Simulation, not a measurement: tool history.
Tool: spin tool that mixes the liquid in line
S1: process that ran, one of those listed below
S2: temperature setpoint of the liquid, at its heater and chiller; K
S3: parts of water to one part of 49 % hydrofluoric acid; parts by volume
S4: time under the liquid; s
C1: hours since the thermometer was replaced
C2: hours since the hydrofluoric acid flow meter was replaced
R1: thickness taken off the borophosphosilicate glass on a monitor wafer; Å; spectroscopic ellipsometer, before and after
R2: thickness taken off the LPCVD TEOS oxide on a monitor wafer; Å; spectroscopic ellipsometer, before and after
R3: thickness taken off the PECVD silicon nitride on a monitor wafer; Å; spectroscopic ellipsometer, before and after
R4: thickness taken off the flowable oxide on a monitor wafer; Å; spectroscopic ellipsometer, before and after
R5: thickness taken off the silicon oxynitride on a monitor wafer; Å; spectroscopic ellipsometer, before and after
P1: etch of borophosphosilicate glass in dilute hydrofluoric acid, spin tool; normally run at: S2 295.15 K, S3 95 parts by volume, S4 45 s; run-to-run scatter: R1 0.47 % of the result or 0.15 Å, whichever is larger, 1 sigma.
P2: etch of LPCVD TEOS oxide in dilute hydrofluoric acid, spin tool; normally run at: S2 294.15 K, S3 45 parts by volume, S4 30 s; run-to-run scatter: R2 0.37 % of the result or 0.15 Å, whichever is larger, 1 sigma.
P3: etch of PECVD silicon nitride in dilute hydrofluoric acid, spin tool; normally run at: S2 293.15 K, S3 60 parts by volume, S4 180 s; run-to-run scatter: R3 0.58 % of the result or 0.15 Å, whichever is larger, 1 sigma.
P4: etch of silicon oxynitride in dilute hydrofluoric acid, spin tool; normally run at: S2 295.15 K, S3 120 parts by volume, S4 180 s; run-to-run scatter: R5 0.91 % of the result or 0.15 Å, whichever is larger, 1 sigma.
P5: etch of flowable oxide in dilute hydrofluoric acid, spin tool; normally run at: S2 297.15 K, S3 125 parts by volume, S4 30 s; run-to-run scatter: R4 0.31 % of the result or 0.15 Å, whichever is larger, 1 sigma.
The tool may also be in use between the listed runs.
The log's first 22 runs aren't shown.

| run | hour | S1 | S2 | S3 | S4 | C1 | C2 | R1 | R2 | R3 | R4 | R5 |
|---|---|---|---|---|---|---|---|---|---|---|---|---|
| 23 | 67.3 | P2 | 294.15 | 45 | 30 | 25.6 | 1348.1 |  | 176.45 |  |  |  |
| 24 | 70.8 | P1 | 295.15 | 95 | 45 | 29.1 | 1351.6 | 164.220 |  |  |  |  |
| 25 | 72.6 | P2 | 294.15 | 45 | 30 | 30.9 | 1353.4 |  | 176.05 |  |  |  |
| 26 | 74.6 | P5 | 292.15 | 125 | 30 | 32.9 | 1355.4 |  |  |  | 87.321 |  |
| 27 | 78.6 | P1 | 300.15 | 95 | 45 | 36.9 | 1359.4 | 200.450 |  |  |  |  |
| 28 | 82.0 | P1 | 295.15 | 95 | 45 | 40.3 | 1362.8 | 164.510 |  |  |  |  |
| 29 | 85.3 | P4 | 295.15 | 120 | 180 | 43.6 | 1366.1 |  |  |  |  | 27.571 |
| 30 | 88.3 | P5 | 297.15 | 125 | 15 | 46.6 | 1369.1 |  |  |  | 53.668 |  |
| 31 | 91.5 | P2 | 294.15 | 45 | 60 | 49.8 | 1372.3 |  | 352.32 |  |  |  |
| 32 | 94.5 | P1 | 295.15 | 95 | 45 | 52.8 | 1375.3 | 164.830 |  |  |  |  |
| 33 | 96.7 | P1 | 295.15 | 95 | 45 | 55.0 | 1377.5 | 161.580 |  |  |  |  |
| 34 | 100.0 | P1 | 295.15 | 95 | 45 | 58.3 | 1380.8 | 158.620 |  |  |  |  |
| 35 | 103.7 | P1 | 295.15 | 95 | 45 | 62.0 | 1384.5 | 158.460 |  |  |  |  |
| 36 | 106.7 | P1 | 295.15 | 95 | 45 | 65.0 | 1387.5 | 156.350 |  |  |  |  |
| 37 | 110.6 | P1 | 295.15 | 95 | 45 | 68.9 | 1391.4 | 156.350 |  |  |  |  |
| 38 | 113.1 | P1 | 295.15 | 95 | 45 | 71.4 | 1393.9 | 155.930 |  |  |  |  |
| 39 | 116.1 | P1 | 295.15 | 95 | 45 | 74.4 | 1396.9 | 157.350 |  |  |  |  |
| 40 | 118.6 | P1 | 295.15 | 95 | 45 | 76.9 | 1399.4 | 156.240 |  |  |  |  |

Run 41 comes next. What will it give?
| 41 | 121.3 | P1 | 295.15 | 95 | 45 | 79.6 | 1402.1 | ? |  |  |  |  |

R1: 155.570 Å

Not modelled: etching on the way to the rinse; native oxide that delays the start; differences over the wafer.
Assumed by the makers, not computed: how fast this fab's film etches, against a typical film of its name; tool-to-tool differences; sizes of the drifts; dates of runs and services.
